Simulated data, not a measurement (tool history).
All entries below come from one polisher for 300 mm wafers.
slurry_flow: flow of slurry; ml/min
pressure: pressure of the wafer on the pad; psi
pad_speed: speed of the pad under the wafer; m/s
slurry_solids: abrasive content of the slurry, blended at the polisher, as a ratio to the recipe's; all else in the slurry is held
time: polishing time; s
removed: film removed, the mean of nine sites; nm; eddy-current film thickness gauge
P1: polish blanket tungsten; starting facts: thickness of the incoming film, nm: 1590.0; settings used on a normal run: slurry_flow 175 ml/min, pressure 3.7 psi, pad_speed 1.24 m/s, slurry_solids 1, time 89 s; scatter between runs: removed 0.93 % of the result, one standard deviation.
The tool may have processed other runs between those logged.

{"run": 1, "hour": 4.7, "slurry_flow": 175, "pressure": 3.7, "pad_speed": 1.24, "slurry_solids": 1, "time": 89, "removed": 522.03}
{"run": 2, "hour": 9.8, "slurry_flow": 175, "pressure": 5.1, "pad_speed": 1.24, "slurry_solids": 1, "time": 45, "removed": 358.3}
{"run": 3, "hour": 13.3, "slurry_flow": 175, "pressure": 3.7, "pad_speed": 1.24, "slurry_solids": 1, "time": 43, "removed": 253.17}
{"run": 4, "hour": 17.6, "slurry_flow": 175, "pressure": 3.7, "pad_speed": 1.24, "slurry_solids": 0.7, "time": 89, "removed": 469.41}
{"run": 5, "hour": 22.7, "slurry_flow": 175, "pressure": 3.7, "pad_speed": 1.24, "slurry_solids": 1, "time": 89, "removed": 526.05}
{"run": 6, "hour": 25.5, "slurry_flow": 175, "pressure": 3.7, "pad_speed": 1.24, "slurry_solids": 1, "time": 89, "removed": 516.88}
{"hour": 25.9, "done": "slurry blender recalibrated"}
{"run": 7, "hour": 30.6, "slurry_flow": 175, "pressure": 3.7, "pad_speed": 1.24, "slurry_solids": 1, "time": 89, "removed": 525.62}
{"run": 8, "hour": 33.7, "slurry_flow": 105, "pressure": 3.7, "pad_speed": 1.9, "slurry_solids": 1, "time": 89, "removed": 721.56}
{"run": 9, "hour": 37.0, "slurry_flow": 175, "pressure": 3.7, "pad_speed": 1.24, "slurry_solids": 1, "time": 89, "removed": 521.68}
{"run": 10, "hour": 40.5, "slurry_flow": 175, "pressure": 3.7, "pad_speed": 1.24, "slurry_solids": 1.5, "time": 89, "removed": 569.94}
{"run": 11, "hour": 44.0, "slurry_flow": 175, "pressure": 1.9, "pad_speed": 1.24, "slurry_solids": 1, "time": 89, "removed": 262.11}
{"run": 12, "hour": 47.6, "slurry_flow": 175, "pressure": 3.7, "pad_speed": 1.78, "slurry_solids": 1, "time": 89, "removed": 748.41}
{"run": 13, "hour": 53.0, "slurry_flow": 175, "pressure": 5.8, "pad_speed": 1.24, "slurry_solids": 1, "time": 89, "removed": 832.44}
{"run": 14, "hour": 56.6, "slurry_flow": 175, "pressure": 3.7, "pad_speed": 1.24, "slurry_solids": 1, "time": 115, "removed": 669.47}
{"run": 15, "hour": 61.2, "slurry_flow": 175, "pressure": 3.7, "pad_speed": 1.24, "slurry_solids": 1, "time": 89, "removed": 523.37}
{"run": 16, "hour": 65.4, "slurry_flow": 175, "pressure": 3.7, "pad_speed": 0.84, "slurry_solids": 1, "time": 89, "removed": 350.73}
{"run": 17, "hour": 70.8, "slurry_flow": 245, "pressure": 3.7, "pad_speed": 1.24, "slurry_solids": 1, "time": 89, "removed": 529.18}
{"run": 18, "hour": 74.7, "slurry_flow": 110, "pressure": 3.7, "pad_speed": 1.24, "slurry_solids": 1, "time": 89, "removed": 476.01}
{"run": 19, "hour": 77.7, "slurry_flow": 175, "pressure": 3.7, "pad_speed": 1.24, "slurry_solids": 1, "time": 89, "removed": 515.65}
{"run": 20, "hour": 82.8, "slurry_flow": 175, "pressure": 3.7, "pad_speed": 1.24, "slurry_solids": 1, "time": 89, "removed": 504.63}
{"run": 21, "hour": 88.7, "slurry_flow": 175, "pressure": 3.7, "pad_speed": 1.24, "slurry_solids": 1, "time": 89, "removed": 492.33}
{"run": 22, "hour": 93.0, "slurry_flow": 175, "pressure": 3.7, "pad_speed": 1.24, "slurry_solids": 1, "time": 89, "removed": 484.32}
{"hour": 95.6, "done": "slurry tank refilled with fresh slurry and peroxide"}
{"run": 23, "hour": 96.4, "slurry_flow": 175, "pressure": 3.7, "pad_speed": 1.24, "slurry_solids": 1, "time": 89, "removed": 486.24}
{"hour": 97.0, "done": "worn pad replaced by a new one"}
{"run": 24, "hour": 100.0, "slurry_flow": 175, "pressure": 3.7, "pad_speed": 1.24, "slurry_solids": 1, "time": 89, "removed": 484.89}
{"hour": 101.0, "done": "head pressure recalibrated"}
{"run": 25, "hour": 103.1, "slurry_flow": 175, "pressure": 3.7, "pad_speed": 1.24, "slurry_solids": 1, "time": 89, "removed": 481.37}
{"run": 26, "hour": 106.8, "slurry_flow": 175, "pressure": 3.7, "pad_speed": 1.24, "slurry_solids": 1, "time": 89, "removed": 480.21}
{"run": 27, "hour": 111.3, "slurry_flow": 175, "pressure": 3.7, "pad_speed": 1.24, "slurry_solids": 1, "time": 89, "removed": 472.9}
{"run": 28, "hour": 114.0, "slurry_flow": 175, "pressure": 3.7, "pad_speed": 1.24, "slurry_solids": 1, "time": 89, "removed": 467.17}
{"run": 29, "hour": 117.3, "slurry_flow": 175, "pressure": 3.7, "pad_speed": 1.24, "slurry_solids": 1, "time": 89, "removed": 470.72}
{"run": 30, "hour": 120.9, "slurry_flow": 175, "pressure": 3.7, "pad_speed": 1.24, "slurry_solids": 1, "time": 89, "removed": 472.13}

P1 has crept away from where it was. The log is fitted equally well by each of these 2 causes, at the sizes shown:
A: slurry flow missing at the pad, % = 37.4
B: abrasive missing from the slurry, % = 31.2
The gradual shift began around hour 77.7.
Why every other cause is out:
removal rate lost through wear of the pad, %: serviced at hour 97, after the change had begun; the process did not return to its earlier output
head's pressure below its setpoint, %: serviced at hour 101, after the change had begun; the process did not return to its earlier output
peroxide lost from the slurry, %: serviced at hour 95.6, after the change had begun; the process did not return to its earlier output

The list below offers 4 check runs, each averaging the results of 3 wafers, and shows each result as a question mark. For which of them would the listed causes give clearly different results?
{"run": "check 1", "hour": 124.5, "slurry_flow": 115, "pressure": 5.6, "pad_speed": 1.24, "slurry_solids": 1, "time": 89, "removed": "?"}
{"run": "check 2", "hour": 124.5, "slurry_flow": 175, "pressure": 3.7, "pad_speed": 1.24, "slurry_solids": 1.25, "time": 89, "removed": "?"}
{"run": "check 3", "hour": 124.5, "slurry_flow": 175, "pressure": 3.7, "pad_speed": 1.74, "slurry_solids": 1.25, "time": 89, "removed": "?"}
{"run": "check 4", "hour": 124.5, "slurry_flow": 175, "pressure": 3.7, "pad_speed": 1.24, "slurry_solids": 0.7, "time": 61, "removed": "?"}

Check results expected under each cause:
check=check_1 result=removed if_A=642.34 if_B=668.38
check=check_2 result=removed if_A=502.57 if_B=501.71
check=check_3 result=removed if_A=705.22 if_B=704.01
check=check_4 result=removed if_A=300.59 if_B=301.62
Per-check spread between the two closest causes, in the result where they differ most: check 1 3.97 %; check 2 0.17 %; check 3 0.17 %; check 4 0.34 %
Of the check runs offered, only check 1 discriminates between the causes; the rest would read about the same regardless of which cause applies.

Running check 1 produced the following: removed 671.68 nm. Which one of the listed causes fits?

The cause is B: abrasive missing from the slurry, %.
